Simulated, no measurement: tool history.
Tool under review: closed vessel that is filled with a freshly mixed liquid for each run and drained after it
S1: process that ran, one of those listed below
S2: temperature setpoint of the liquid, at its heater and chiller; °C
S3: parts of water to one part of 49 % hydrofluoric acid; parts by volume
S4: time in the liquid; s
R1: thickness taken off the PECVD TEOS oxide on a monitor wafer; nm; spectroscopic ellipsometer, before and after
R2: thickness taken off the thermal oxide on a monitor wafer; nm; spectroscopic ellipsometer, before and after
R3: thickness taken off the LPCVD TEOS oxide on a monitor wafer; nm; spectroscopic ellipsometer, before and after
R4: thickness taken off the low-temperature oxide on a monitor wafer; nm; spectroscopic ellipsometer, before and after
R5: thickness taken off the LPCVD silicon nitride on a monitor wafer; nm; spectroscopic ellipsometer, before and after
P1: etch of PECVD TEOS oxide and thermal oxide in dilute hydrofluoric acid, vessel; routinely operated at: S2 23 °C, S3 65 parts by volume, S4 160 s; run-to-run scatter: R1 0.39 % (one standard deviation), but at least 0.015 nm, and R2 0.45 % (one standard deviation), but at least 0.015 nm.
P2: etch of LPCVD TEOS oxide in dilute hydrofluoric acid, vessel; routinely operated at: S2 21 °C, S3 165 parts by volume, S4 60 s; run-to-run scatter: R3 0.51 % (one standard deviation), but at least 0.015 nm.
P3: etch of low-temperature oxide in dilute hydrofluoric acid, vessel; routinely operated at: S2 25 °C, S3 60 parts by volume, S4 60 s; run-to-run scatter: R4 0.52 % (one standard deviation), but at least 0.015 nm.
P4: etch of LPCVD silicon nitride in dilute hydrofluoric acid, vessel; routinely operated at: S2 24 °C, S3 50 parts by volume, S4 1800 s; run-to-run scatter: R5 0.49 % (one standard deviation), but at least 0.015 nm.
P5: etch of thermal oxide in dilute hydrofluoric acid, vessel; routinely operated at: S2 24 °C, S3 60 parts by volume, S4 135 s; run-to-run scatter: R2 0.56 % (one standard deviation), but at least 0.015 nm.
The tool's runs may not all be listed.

Run 1, hour 16.7: S1 P1, S2 23 °C, S3 65 parts by volume, S4 160 s. Result: R1 34.759 nm, R2 11.803 nm.
Run 2, hour 24.8: S1 P2, S2 21 °C, S3 35 parts by volume, S4 60 s. Result: R3 72.087 nm.
Run 3, hour 33.7: S1 P1, S2 23 °C, S3 65 parts by volume, S4 160 s. Result: R1 34.918 nm, R2 11.737 nm.
Run 4, hour 44.9: S1 P5, S2 24 °C, S3 60 parts by volume, S4 30 s. Result: R2 2.5367 nm.
Run 5, hour 59.3: S1 P3, S2 25 °C, S3 105 parts by volume, S4 60 s. Result: R4 8.7347 nm.
Run 6, hour 75.6: S1 P1, S2 23 °C, S3 65 parts by volume, S4 235 s. Result: R1 51.018 nm, R2 17.282 nm.
Run 7, hour 88.2: S1 P2, S2 17 °C, S3 165 parts by volume, S4 60 s. Result: R3 11.279 nm.
Run 8, hour 103.7: S1 P4, S2 24 °C, S3 20 parts by volume, S4 1800 s. Result: R5 41.477 nm.
Run 9, hour 116.8: S1 P4, S2 24 °C, S3 50 parts by volume, S4 845 s. Result: R5 7.9696 nm.
Run 10, hour 128: S1 P4, S2 31.5 °C, S3 50 parts by volume, S4 1800 s. Result: R5 28.004 nm.
Run 11, hour 140.6: S1 P4, S2 24 °C, S3 50 parts by volume, S4 1800 s. Result: R5 17.246 nm.
Run 12, hour 151.1: S1 P1, S2 17 °C, S3 65 parts by volume, S4 160 s. Result: R1 26.857 nm, R2 9.0929 nm.
Run 13, hour 160.4: S1 P3, S2 25 °C, S3 60 parts by volume, S4 30 s. Result: R4 8.1704 nm.
Run 14, hour 169.8: S1 P1, S2 23 °C, S3 20 parts by volume, S4 250 s. Result: R1 187.02 nm, R2 62.893 nm.
Run 15, hour 187.4: S1 P1, S2 23 °C, S3 65 parts by volume, S4 160 s. Result: R1 34.834 nm, R2 11.771 nm.
Run 16, hour 198.7: S1 P5, S2 24 °C, S3 100 parts by volume, S4 135 s. Result: R2 6.4901 nm.
Run 17, hour 206.8: S1 P3, S2 20.5 °C, S3 60 parts by volume, S4 60 s. Result: R4 13.579 nm.
Run 18, hour 221.2: S1 P5, S2 24 °C, S3 60 parts by volume, S4 135 s. Result: R2 11.344 nm.
Run 19, hour 229.3: S1 P2, S2 21 °C, S3 165 parts by volume, S4 60 s. Result: R3 13.187 nm.
Run 20, hour 243.7: S1 P5, S2 31.5 °C, S3 60 parts by volume, S4 135 s. Result: R2 15.445 nm.
Run 21, hour 252.8: S1 P1, S2 29 °C, S3 30 parts by volume, S4 160 s. Result: R1 100.74 nm, R2 34.015 nm.
Run 22, hour 267.4: S1 P1, S2 23 °C, S3 65 parts by volume, S4 30 s. Result: R1 6.5016 nm, R2 2.1803 nm.
Run 23, hour 279.4: S1 P2, S2 21 °C, S3 165 parts by volume, S4 90 s. Result: R3 19.931 nm.
Run 24, hour 294.4: S1 P1, S2 23 °C, S3 115 parts by volume, S4 160 s. Result: R1 18.528 nm, R2 6.2309 nm.
Run 25, hour 308.9: S1 P1, S2 29 °C, S3 65 parts by volume, S4 160 s. Result: R1 44.342 nm, R2 14.981 nm.
Run 26, hour 324.2: S1 P1, S2 23 °C, S3 65 parts by volume, S4 160 s. Result: R1 34.617 nm, R2 11.616 nm.
Run 27, hour 341.5: S1 P1, S2 23 °C, S3 65 parts by volume, S4 160 s. Result: R1 34.672 nm, R2 11.74 nm.
Run 28, hour 350.6: S1 P3, S2 25 °C, S3 60 parts by volume, S4 60 s. Result: R4 16.163 nm.
Run 29, hour 361.3: S1 P1, S2 23 °C, S3 40 parts by volume, S4 160 s. Result: R1 58.791 nm, R2 19.705 nm.
Run 30, hour 369.7: S1 P1, S2 23 °C, S3 65 parts by volume, S4 160 s. Result: R1 34.705 nm, R2 11.736 nm.
Run 31, hour 385.8: S1 P1, S2 23 °C, S3 65 parts by volume, S4 160 s. Result: R1 36.43 nm, R2 12.368 nm.
Run 32, hour 394.2: S1 P1, S2 23 °C, S3 65 parts by volume, S4 160 s. Result: R1 36.718 nm, R2 12.464 nm.
Run 33, hour 403.8: S1 P1, S2 23 °C, S3 65 parts by volume, S4 160 s. Result: R1 37.44 nm, R2 12.536 nm.
Run 34, hour 418.1: S1 P1, S2 23 °C, S3 65 parts by volume, S4 160 s. Result: R1 37.498 nm, R2 12.757 nm.
Run 35, hour 427.4: S1 P1, S2 23 °C, S3 65 parts by volume, S4 160 s. Result: R1 37.678 nm, R2 12.867 nm.
Run 36, hour 441.2: S1 P1, S2 23 °C, S3 65 parts by volume, S4 160 s. Result: R1 37.787 nm, R2 12.667 nm.
Run 37, hour 449.1: S1 P1, S2 23 °C, S3 65 parts by volume, S4 160 s. Result: R1 37.735 nm, R2 12.802 nm.

Something has made what P1 gives creep away from where it was; the 2 causes below, each at its own stated size, fit the log equally well:
A: hydrofluoric acid flow above the setpoint (%) = 8.13
B: liquid hotter than its thermometer reads (K) = 2.08
Creep in the process output first set in at about hour 369.7.

Which of the 4 check runs listed below separates the causes, so that each cause would produce a clearly different result? Each run uses one wafer, and its results are marked with question marks.
Run check 1, hour 457: S1 P2, S2 21 °C, S3 165 parts by volume, S4 60 s. Result: R3 ?.
Run check 2, hour 457: S1 P4, S2 24 °C, S3 50 parts by volume, S4 1800 s. Result: R5 ?.
Run check 3, hour 457: S1 P3, S2 25 °C, S3 60 parts by volume, S4 60 s. Result: R4 ?.
Run check 4, hour 457: S1 P5, S2 24 °C, S3 60 parts by volume, S4 135 s. Result: R2 ?.

What each check would give under each cause:
  check  result    if A    if B
check 1      R3   14.52  14.362
check 2      R5  18.455   19.65
check 3      R4  17.763  17.751
check 4      R2  12.443  12.444
Distance between the nearest two causes, measured in the result of the check that separates them most: check 1 1.1 %; check 2 6.27 %; check 3 0.07 %; check 4 0.02 %
The causes can be told apart only by check 2. The other checks would give nearly the same results under each of them.

The results of check 2 are: R5 19.669 nm. Based on these, which of the listed causes is it?

B is the cause: liquid hotter than its thermometer reads (K).
